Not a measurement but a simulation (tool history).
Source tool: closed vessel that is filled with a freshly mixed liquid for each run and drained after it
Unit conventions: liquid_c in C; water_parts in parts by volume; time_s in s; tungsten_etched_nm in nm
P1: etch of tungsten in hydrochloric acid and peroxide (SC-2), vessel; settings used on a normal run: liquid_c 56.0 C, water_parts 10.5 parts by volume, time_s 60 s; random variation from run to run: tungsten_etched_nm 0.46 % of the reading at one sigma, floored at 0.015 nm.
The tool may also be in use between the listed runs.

run	hour	liquid_c	water_parts	time_s	tungsten_etched_nm
1	7.5	56.0	10.5	60	18.1500
2	15.8	72.0	10.5	60	48.1230
3	22.3	42.5	10.5	60	7.3628
4	28.0	56.0	10.5	60	18.2050
5	35.2	56.0	10.5	120	36.4160
6	42.0	56.0	10.5	60	18.1680
7	52.0	56.0	10.5	60	18.1570
8	58.4	56.0	4.0	60	37.9410
9	69.2	56.0	10.5	30	8.9986
10	79.4	64.5	17.0	60	20.4200
11	88.1	56.0	17.0	60	11.9620
12	97.7	64.5	10.5	85	44.1670
13	105.5	56.0	10.5	60	18.1690
14	114.3	56.0	10.5	60	18.6440
15	125.3	56.0	10.5	60	19.1650
16	133.3	56.0	10.5	60	19.1480
17	143.1	56.0	10.5	60	19.2960
18	148.0	56.0	10.5	60	19.4340
19	158.4	56.0	10.5	60	19.3480
20	167.8	56.0	10.5	60	19.2610
21	178.6	56.0	10.5	60	19.4870
22	183.9	56.0	10.5	60	19.6020
23	192.0	56.0	10.5	60	19.6160
24	200.3	56.0	10.5	60	19.5820

Something has made what P1 gives creep away from where it was; the 2 causes below, each at its own stated size, fit the log equally well:
A: liquid hotter than its thermometer reads (K) = 1.21
B: chemicals flow above the setpoint (%) = 9.7
Creep in the process output first set in at about hour 105.5.
Ruled out, with reasons:
peroxide weaker than its label (%): at its largest 8, which would move tungsten_etched_nm by -7.4 %, too little to match the creep or of the wrong sign

Each of the check runs listed below is run on 3 wafers and reports their average, with the results left as question marks. Pick the one under which the possible causes would lead to clearly different results.
check 1	208.6	48.5	4.0	60	?
check 2	208.6	56.0	16.0	90	?
check 3	208.6	56.0	15.0	95	?
check 4	208.6	65.5	10.5	60	?

Check results expected under each cause:
check	result	if A	if B
check 1	tungsten_etched_nm	25.0470	24.5440
check 2	tungsten_etched_nm	20.4340	20.5240
check 3	tungsten_etched_nm	22.8380	22.9240
check 4	tungsten_etched_nm	35.3580	35.4980
Per check, the gap between the least separated pair of causes, taken in the result that splits them most: check 1 2.03 %; check 2 0.44 %; check 3 0.37 %; check 4 0.39 %
Check 1 tells the causes apart: in the others they would give nearly the same result.

With check 1 done, the readings were: tungsten_etched_nm 24.6090 nm. Identify which of the listed causes applies.

The cause is B: chemicals flow above the setpoint (%).
